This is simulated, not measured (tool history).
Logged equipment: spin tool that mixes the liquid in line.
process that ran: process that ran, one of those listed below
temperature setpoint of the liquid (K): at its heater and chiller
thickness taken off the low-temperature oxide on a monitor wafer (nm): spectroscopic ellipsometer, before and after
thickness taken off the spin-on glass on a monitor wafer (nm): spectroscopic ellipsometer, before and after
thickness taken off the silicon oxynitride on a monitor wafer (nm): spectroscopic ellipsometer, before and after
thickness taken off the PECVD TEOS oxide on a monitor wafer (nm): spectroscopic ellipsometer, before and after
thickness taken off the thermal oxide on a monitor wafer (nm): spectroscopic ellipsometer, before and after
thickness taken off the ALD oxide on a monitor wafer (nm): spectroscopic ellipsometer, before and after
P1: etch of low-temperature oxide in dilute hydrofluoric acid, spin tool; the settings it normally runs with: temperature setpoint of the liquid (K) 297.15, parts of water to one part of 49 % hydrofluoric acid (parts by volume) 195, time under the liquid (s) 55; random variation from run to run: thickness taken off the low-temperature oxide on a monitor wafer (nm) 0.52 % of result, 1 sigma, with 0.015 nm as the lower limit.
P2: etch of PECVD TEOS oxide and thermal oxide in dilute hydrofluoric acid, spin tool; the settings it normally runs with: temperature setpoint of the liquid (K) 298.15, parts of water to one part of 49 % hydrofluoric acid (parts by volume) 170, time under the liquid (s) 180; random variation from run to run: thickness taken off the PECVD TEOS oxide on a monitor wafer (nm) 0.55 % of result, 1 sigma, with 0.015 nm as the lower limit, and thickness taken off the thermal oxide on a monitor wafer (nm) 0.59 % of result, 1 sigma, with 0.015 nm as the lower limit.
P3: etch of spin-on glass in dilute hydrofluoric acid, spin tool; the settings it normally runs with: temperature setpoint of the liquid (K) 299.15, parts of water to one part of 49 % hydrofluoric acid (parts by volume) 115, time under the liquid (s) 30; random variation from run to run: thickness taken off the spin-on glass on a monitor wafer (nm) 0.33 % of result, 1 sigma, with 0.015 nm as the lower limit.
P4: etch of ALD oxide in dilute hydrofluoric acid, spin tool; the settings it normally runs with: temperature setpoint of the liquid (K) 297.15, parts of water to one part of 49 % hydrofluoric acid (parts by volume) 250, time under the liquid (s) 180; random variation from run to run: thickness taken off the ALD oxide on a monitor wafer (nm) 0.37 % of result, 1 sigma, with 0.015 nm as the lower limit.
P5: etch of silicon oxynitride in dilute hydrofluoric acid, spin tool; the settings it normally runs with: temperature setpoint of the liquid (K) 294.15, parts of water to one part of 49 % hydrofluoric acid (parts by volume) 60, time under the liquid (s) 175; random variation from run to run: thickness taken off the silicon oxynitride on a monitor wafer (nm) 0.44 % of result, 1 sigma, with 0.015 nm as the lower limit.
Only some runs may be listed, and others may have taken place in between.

run,hour,process that ran,temperature setpoint of the liquid (K),parts of water to one part of 49 % hydrofluoric acid (parts by volume),time under the liquid (s),hours since the thermometer was replaced,hours since the hydrofluoric acid flow meter was replaced,thickness taken off the low-temperature oxide on a monitor wafer (nm),thickness taken off the spin-on glass on a monitor wafer (nm),thickness taken off the silicon oxynitride on a monitor wafer (nm),thickness taken off the PECVD TEOS oxide on a monitor wafer (nm),thickness taken off the thermal oxide on a monitor wafer (nm),thickness taken off the ALD oxide on a monitor wafer (nm)
1,4.9,P1,297.15,195,55,917.3,1208.6,4.0871,,,,,
2,9.8,P1,297.15,75,95,922.2,1213.5,21.44,,,,,
3,13,P3,299.15,190,30,925.4,1216.7,,6.9923,,,,
4,19.7,P5,294.15,60,45,932.1,1223.4,,,2.2448,,,
5,26.3,P1,302.65,350,55,938.7,1230,2.3269,,,,,
6,30.1,P1,297.15,195,55,942.5,1233.8,4.0931,,,,,
7,37.1,P2,298.15,170,30,949.5,1240.8,,,,2.5772,0.7832,
8,43.3,P5,294.15,95,175,955.7,1247,,,5.3283,,,
9,49.9,P4,297.15,100,180,962.3,1253.6,,,,,,26.813
10,54.7,P5,294.15,60,175,967.1,1258.4,,,8.5924,,,
11,61,P2,298.15,250,180,973.4,1264.7,,,,9.5684,3.0446,
12,67.9,P1,297.15,195,20,980.3,1271.6,1.4946,,,,,
13,73.6,P3,299.15,115,30,986,1277.3,,12.592,,,,
14,76.8,P4,297.15,250,15,989.2,1280.5,,,,,,0.73914
15,82.3,P1,297.15,195,55,994.7,1286,4.1141,,,,,
16,88.8,P1,305.65,195,55,1001.2,1292.5,5.5274,,,,,
17,93.2,P2,290.15,170,180,1005.6,1296.9,,,,11.342,3.5672,
18,100,P1,292.15,195,55,1012.4,1303.7,3.3929,,,,,
19,103.8,P1,297.15,195,55,1016.2,1307.5,4.1281,,,,,
20,108.6,P1,297.15,275,55,1021,1312.3,2.6652,,,,,
21,115.4,P1,297.15,195,55,1027.8,1319.1,4.0905,,,,,
22,118.8,P4,305.15,250,180,1031.2,1322.5,,,,,,11.918
23,123,P1,297.15,195,55,1035.4,1326.7,4.1207,,,,,
24,126.4,P1,297.15,100,55,1038.8,1330.1,8.8933,,,,,
25,132.3,P3,299.15,115,45,1044.7,1336,,18.884,,,,
26,137.4,P2,298.15,170,180,1049.8,1341.1,,,,15.451,4.8343,
27,140.7,P1,292.15,115,55,1053.1,1344.4,6.2111,,,,,
28,146.8,P3,299.15,115,30,1059.2,1350.5,,12.499,,,,
29,153.2,P4,297.15,250,180,1065.6,1356.9,,,,,,9.1158
30,159.9,P5,290.15,60,175,1072.3,1363.6,,,7.0551,,,
31,163.5,P1,297.15,195,105,1075.9,1367.2,7.8301,,,,,
32,168.9,P3,306.65,115,30,1081.3,1372.6,,16.61,,,,
33,172.2,P1,297.15,195,55,1084.6,1375.9,4.1491,,,,,
34,178.9,P1,297.15,195,55,1091.3,1382.6,3.9892,,,,,
35,184.5,P1,297.15,195,55,1096.9,1388.2,3.8845,,,,,
36,190.1,P1,297.15,195,55,1102.5,1393.8,3.799,,,,,
37,196.6,P1,297.15,195,55,1109,1400.3,3.8191,,,,,
38,202.8,P1,297.15,195,55,1115.2,1406.5,3.8256,,,,,
39,208.3,P1,297.15,195,55,1120.7,1412,3.8239,,,,,
40,211.4,P1,297.15,195,55,1123.8,1415.1,3.8201,,,,,
41,216.9,P1,297.15,195,55,1129.3,1420.6,3.7787,,,,,
42,221.6,P1,297.15,195,55,1134,1425.3,3.812,,,,,
43,226.7,P1,297.15,195,55,1139.1,1430.4,3.7963,,,,,

P1 has crept away from where it was. The log is fitted equally well by each of these 2 causes, at the sizes shown:
A: liquid colder than its thermometer reads (K) = 2.15
B: hydrofluoric acid flow below the setpoint (%) = 6.39
The drift started at roughly hour 172.2.

4 check runs are offered, one wafer each, their results left as question marks. Which one tells the causes apart?
check 1,231.8,P5,290.15,60,175,,,,,?,,,
check 2,231.8,P3,303.15,115,30,,,,?,,,,
check 3,231.8,P2,292.65,230,180,,,,,,?,?,
check 4,231.8,P4,301.65,100,180,,,,,,,,?

How each check would come out, cause by cause:
check,result,if A,if B
check 1,thickness taken off the silicon oxynitride on a monitor wafer (nm),6.314,6.5871
check 2,thickness taken off the spin-on glass on a monitor wafer (nm),13.526,13.575
check 3,thickness taken off the PECVD TEOS oxide on a monitor wafer (nm),8.0736,8.0928
check 3,thickness taken off the thermal oxide on a monitor wafer (nm),2.5164,2.5224
check 4,thickness taken off the ALD oxide on a monitor wafer (nm),29.45,29.663
Per-check spread between the two closest causes, in the result where they differ most: check 1 4.24 %; check 2 0.36 %; check 3 0.24 %; check 4 0.72 %
The causes can be told apart only by check 1. The other checks would give nearly the same results under each of them.

With check 1 done, the readings were: thickness taken off the silicon oxynitride on a monitor wafer (nm) 6.6095. Identify which of the listed causes applies.

It is B: hydrofluoric acid flow below the setpoint (%).
